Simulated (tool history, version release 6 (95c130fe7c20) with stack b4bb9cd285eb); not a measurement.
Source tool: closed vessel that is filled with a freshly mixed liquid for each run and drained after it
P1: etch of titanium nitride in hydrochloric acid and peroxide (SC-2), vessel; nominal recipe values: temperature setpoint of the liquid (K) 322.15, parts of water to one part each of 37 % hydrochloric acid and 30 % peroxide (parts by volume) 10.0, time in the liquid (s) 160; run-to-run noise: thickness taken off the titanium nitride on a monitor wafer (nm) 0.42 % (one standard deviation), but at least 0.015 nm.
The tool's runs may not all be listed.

run	hour	temperature setpoint of the liquid (K)	parts of water to one part each of 37 % hydrochloric acid and 30 % peroxide (parts by volume)	time in the liquid (s)	hours since the thermometer was replaced	hours since the chemicals flow meter was replaced	hours since the drum of peroxide was connected	thickness taken off the titanium nitride on a monitor wafer (nm)
1	6.5	322.15	10.0	160	279.6	289.7	202.0	5.8056
2	17.0	322.15	10.0	310	290.1	300.2	212.5	11.2450
3	23.9	322.15	16.5	160	297.0	307.1	219.4	3.7285
4	31.7	322.15	16.5	300	304.8	314.9	227.2	7.0369
5	42.9	322.15	10.0	75	316.0	326.1	238.4	2.7255
6	49.5	322.15	10.0	160	322.6	332.7	245.0	5.8031
7	60.4	322.15	10.0	160	333.5	343.6	255.9	5.7799
8	70.6	332.65	18.0	160	343.7	353.8	266.1	6.9410
9	77.3	322.15	10.0	160	350.4	360.5	272.8	5.8236
10	82.5	322.15	4.0	160	355.6	365.7	278.0	11.6300
11	91.0	322.15	10.0	160	364.1	374.2	286.5	5.7696
12	100.5	322.15	10.0	160	373.6	383.7	296.0	5.8143
13	111.0	330.15	10.0	160	384.1	394.2	306.5	9.7420
14	122.1	308.15	10.0	270	395.2	405.3	317.6	3.6263
15	132.0	313.65	10.0	160	405.1	415.2	327.5	3.2706
16	138.6	322.15	10.0	160	411.7	421.8	334.1	5.8417
17	145.1	322.15	10.0	160	418.2	428.3	340.6	5.5875
18	156.1	322.15	10.0	160	429.2	439.3	351.6	5.4551
19	167.0	322.15	10.0	160	440.1	450.2	362.5	5.2991

Run 20 has not been measured yet. What should we expect?
20	173.1	322.15	10.0	160	446.2	456.3	368.6	?

thickness taken off the titanium nitride on a monitor wafer (nm): 5.3104
